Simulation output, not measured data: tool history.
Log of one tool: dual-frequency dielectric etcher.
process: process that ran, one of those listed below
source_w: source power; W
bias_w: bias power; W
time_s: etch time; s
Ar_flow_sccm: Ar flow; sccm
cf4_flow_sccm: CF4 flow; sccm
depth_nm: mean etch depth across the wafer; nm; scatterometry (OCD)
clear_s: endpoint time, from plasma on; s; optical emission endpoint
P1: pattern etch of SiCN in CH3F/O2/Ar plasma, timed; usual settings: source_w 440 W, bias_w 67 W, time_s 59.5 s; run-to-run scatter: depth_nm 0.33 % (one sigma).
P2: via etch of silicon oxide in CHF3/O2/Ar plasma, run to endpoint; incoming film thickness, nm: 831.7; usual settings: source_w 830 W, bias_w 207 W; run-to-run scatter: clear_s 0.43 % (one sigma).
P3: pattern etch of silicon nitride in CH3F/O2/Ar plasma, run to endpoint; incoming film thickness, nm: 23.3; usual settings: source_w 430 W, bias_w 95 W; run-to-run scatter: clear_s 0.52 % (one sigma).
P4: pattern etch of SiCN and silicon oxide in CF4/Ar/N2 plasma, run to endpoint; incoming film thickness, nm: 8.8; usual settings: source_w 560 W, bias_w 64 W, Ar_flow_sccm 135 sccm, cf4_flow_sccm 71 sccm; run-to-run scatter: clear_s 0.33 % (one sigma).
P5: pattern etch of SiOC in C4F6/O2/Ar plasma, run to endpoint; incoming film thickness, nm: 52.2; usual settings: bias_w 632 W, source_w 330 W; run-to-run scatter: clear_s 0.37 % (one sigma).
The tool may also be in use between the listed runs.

run	hour	process	source_w	bias_w	time_s	Ar_flow_sccm	cf4_flow_sccm	depth_nm	clear_s
1	6.5	P1	440	67	59.5			22.629	
2	12.4	P3	430	95					29.6540
3	22.1	P2	830	207					349.1400
4	31.3	P1	520	67	59.5			24.106	
5	41.3	P3	330	95					32.6650
6	50.0	P2	830	154					384.0000
7	57.3	P4	560	64		135	101		8.5607
8	62.6	P4	560	64		173	71		9.4602
9	72.2	P1	440	67	34.5			13.220	
10	80.9	P2	620	207					392.8800
11	90.9	P1	440	89	59.5			25.065	
12	99.2	P1	440	67	59.5			22.612	
13	106.9	P1	440	91	73.5			31.226	
14	118.6	P1	440	67	59.5			22.729	
15	127.6	P1	260	67	59.5			18.545	
16	132.7	P1	440	40	59.5			19.193	
17	143.3	P3	430	134					26.3140
18	148.4	P1	440	67	81.5			31.037	
19	156.5	P5	330	805					15.5680
20	161.8	P1	440	67	59.5			22.731	
21	169.4	P4	560	40		135	71		10.4710
22	179.1	P4	560	64		135	71		8.9670
23	187.3	P1	440	67	59.5			22.768	
24	195.7	P4	380	64		135	71		12.5910
# hour 199.4: wet clean of the chamber
25	205.2	P5	410	632					15.7740
26	212.6	P1	440	45	73.0			24.383	
27	223.9	P5	330	632					17.0590
28	234.1	P1	440	67	59.5			22.669	
29	241.1	P1	440	67	59.5			22.802	
30	246.3	P1	440	67	59.5			22.853	
31	251.9	P1	440	67	59.5			22.870	
32	262.0	P1	440	67	59.5			22.966	
33	273.3	P1	440	67	59.5			22.912	
34	281.2	P1	440	67	59.5			23.076	
35	286.4	P1	440	67	59.5			22.899	
# hour 289.0: wet clean of the chamber
36	291.6	P1	440	67	59.5			23.087	
37	300.1	P1	440	67	59.5			23.005	
38	310.0	P1	440	67	59.5			23.029	
39	316.5	P1	440	67	59.5			22.947	

What P1 gives has crept away from where it was. These 2 causes fit the log equally well, each at the size given:
A: bias power that arrives over what is set, % = 4.84
B: source power that arrives over what is set, % = 4.43
The creep began at about hour 234.1.
Why every other cause is out:
chamber walls in a state that raises the etch rate, %: serviced at hour 289.0, which brought nothing back

4 check runs are offered, each on 2 wafers whose results are averaged, their results left as question marks. Which one tells the causes apart?
check 1	323.0	P5	330	632					?
check 2	323.0	P2	830	207					?
check 3	323.0	P4	560	64		135	71		?
check 4	323.0	P3	430	95					?

What each check would give under each cause:
check	result	if A	if B
check 1	clear_s	16.7450	16.7890
check 2	clear_s	344.5700	344.3900
check 3	clear_s	8.8623	8.6681
check 4	clear_s	29.2070	29.2350
How far apart the two closest causes lie, in the result that separates them most: check 1 0.26 %; check 2 0.05 %; check 3 2.21 %; check 4 0.1 %
Only check 3 tells the causes apart: in the others they would give nearly the same result.

Check 3 was then run and gave: clear_s 8.6882 s. Which cause is it?

It is B: source power that arrives over what is set, %.
